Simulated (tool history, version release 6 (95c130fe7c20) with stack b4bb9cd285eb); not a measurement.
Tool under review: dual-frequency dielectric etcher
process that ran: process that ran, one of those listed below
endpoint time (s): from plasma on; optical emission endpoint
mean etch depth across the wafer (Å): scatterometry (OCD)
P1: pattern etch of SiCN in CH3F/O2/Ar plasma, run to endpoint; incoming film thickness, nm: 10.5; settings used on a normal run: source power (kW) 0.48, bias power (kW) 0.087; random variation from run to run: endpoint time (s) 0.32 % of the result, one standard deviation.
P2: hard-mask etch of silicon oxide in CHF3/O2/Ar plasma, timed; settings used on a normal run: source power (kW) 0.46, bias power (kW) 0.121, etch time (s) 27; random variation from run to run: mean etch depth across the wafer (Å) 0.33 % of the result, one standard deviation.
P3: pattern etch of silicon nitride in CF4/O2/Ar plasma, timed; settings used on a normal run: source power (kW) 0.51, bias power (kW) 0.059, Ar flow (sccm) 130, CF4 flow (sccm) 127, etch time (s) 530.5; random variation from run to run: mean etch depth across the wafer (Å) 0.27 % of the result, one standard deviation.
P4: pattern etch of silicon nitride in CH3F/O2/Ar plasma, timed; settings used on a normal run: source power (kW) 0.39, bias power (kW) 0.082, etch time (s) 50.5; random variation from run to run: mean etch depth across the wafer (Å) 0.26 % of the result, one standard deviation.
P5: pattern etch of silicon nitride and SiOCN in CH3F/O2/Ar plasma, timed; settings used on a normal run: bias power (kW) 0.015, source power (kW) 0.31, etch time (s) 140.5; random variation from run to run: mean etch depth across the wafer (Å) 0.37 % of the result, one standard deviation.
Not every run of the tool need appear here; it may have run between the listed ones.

run	hour	process that ran	source power (kW)	bias power (kW)	etch time (s)	Ar flow (sccm)	CF4 flow (sccm)	hours since the last wet clean	hours since the last source power generator calibration	hours since the last bias power generator calibration	endpoint time (s)	mean etch depth across the wafer (Å)
1	16.7	P1	0.48	0.087				437.4	1974.5	1316.6	25.078	
2	30.3	P1	0.48	0.087				451	1988.1	1330.2	25.114	
3	44.7	P4	0.39	0.098	50.5			465.4	2002.5	1344.6		399.14
4	52.1	P1	0.48	0.06				472.8	2009.9	1352	28.394	
5	60.3	P3	0.32	0.059	530.5	130	127	481	2018.1	1360.2		7193.4
6	70.8	P1	0.48	0.087				491.5	2028.6	1370.7	24.98	
7	86.2	P3	0.51	0.059	530.5	130	179	506.9	2044	1386.1		11193
8	95	P1	0.35	0.087				515.7	2052.8	1394.9	28.245	
9	108.3	P2	0.34	0.121	27			529	2066.1	1408.2		374.57
10	125.2	P1	0.48	0.103				545.9	2083	1425.1	23.71	
11	138.8	P1	0.66	0.087				559.5	2096.6	1438.7	22.265	
12	155.8	P1	0.63	0.116				576.5	2113.6	1455.7	20.446	
# hour 164.6: source power generator calibrated
13	170.6	P3	0.51	0.043	530.5	130	127	591.3	6.1	1470.5		9628.4
14	181.6	P3	0.51	0.059	530.5	91	127	602.3	17.1	1481.5		11191
15	192.7	P2	0.46	0.154	27			613.4	28.2	1492.6		453.59
16	206.1	P3	0.51	0.059	393.5	130	127	626.8	41.6	1506		7949.5
17	221.2	P4	0.39	0.082	50.5			641.9	56.7	1521.1		373.47
18	230.5	P1	0.48	0.087				651.2	66	1530.4	25.09	
19	238.4	P1	0.48	0.087				659.1	73.9	1538.3	25.128	
20	254.5	P5	0.31	0.015	100.5			675.2	90	1554.4		103.17
21	271.4	P4	0.26	0.082	50.5			692.1	106.9	1571.3		320.73
22	279.1	P1	0.67	0.113				699.8	114.6	1579	20.052	
23	295.1	P2	0.46	0.121	27			715.8	130.6	1595		418.92
24	305.8	P5	0.24	0.015	140.5			726.5	141.3	1605.7		132.85
25	322.6	P5	0.31	0.015	140.5			743.3	158.1	1622.5		144.91
26	333.2	P2	0.46	0.121	20			753.9	168.7	1633.1		310.77
27	342.9	P3	0.51	0.059	530.5	130	127	763.6	178.4	1642.8		10764
28	352.5	P5	0.31	0.011	140.5			773.2	188	1652.4		127.3
29	367.2	P1	0.64	0.114				787.9	202.7	1667.1	20.307	
30	379.4	P4	0.39	0.082	73.5			800.1	214.9	1679.3		544.38
31	388.4	P2	0.46	0.121	27			809.1	223.9	1688.3		420.78
32	403.9	P4	0.39	0.082	50.5			824.6	239.4	1703.8		373.73
33	414.6	P1	0.48	0.087				835.3	250.1	1714.5	25.033	
34	426.1	P1	0.48	0.087				846.8	261.6	1726	25.293	
35	434.5	P1	0.48	0.087				855.2	270	1734.4	25.478	
# hour 441.8: wet clean of the chamber
36	445.3	P1	0.48	0.087				3.5	280.8	1745.2	25.388	
37	459.8	P1	0.48	0.087				18	295.3	1759.7	25.547	
38	469.4	P1	0.48	0.087				27.6	304.9	1769.3	25.58	
39	484.6	P1	0.48	0.087				42.8	320.1	1784.5	25.306	

The output of P1 has drifted from where it used to be. Each of the 2 causes below, taken at the size shown beside it, accounts for the log equally well:
A: source power that arrives under what is set, % = 4.54
B: bias power that arrives under what is set, % = 4.68
The onset of the drift is placed at about hour 414.6.
Why every other cause is out:
chamber walls in a state that lowers the etch rate, %: was serviced at hour 441.8, once the creep was under way, yet the earlier output never came back

The check runs listed below each take one wafer, and their results are still question marks. Under which run would the listed causes lead to clearly different results?
check 1	499.8	P5	0.31	0.015	140.5							?
check 2	499.8	P4	0.39	0.082	50.5							?
check 3	499.8	P3	0.51	0.059	530.5	130	127					?
check 4	499.8	P2	0.46	0.121	27							?

Outcome of each check run for each possible cause:
check	result	if A	if B
check 1	mean etch depth across the wafer (Å)	142.33	141.87
check 2	mean etch depth across the wafer (Å)	367.17	367.39
check 3	mean etch depth across the wafer (Å)	10326	10554
check 4	mean etch depth across the wafer (Å)	412.65	413.92
Minimum pairwise separation of causes per check, each pair taken at its best-separating result: check 1 0.32 %; check 2 0.06 %; check 3 2.18 %; check 4 0.31 %
Check 3 distinguishes between the causes, while the remaining checks would return nearly the same result for all of them.

Check 3 has now been run. It gave: mean etch depth across the wafer (Å) 10289. Which of the candidate causes is it?

Of the candidate causes, it is A: source power that arrives under what is set, %.

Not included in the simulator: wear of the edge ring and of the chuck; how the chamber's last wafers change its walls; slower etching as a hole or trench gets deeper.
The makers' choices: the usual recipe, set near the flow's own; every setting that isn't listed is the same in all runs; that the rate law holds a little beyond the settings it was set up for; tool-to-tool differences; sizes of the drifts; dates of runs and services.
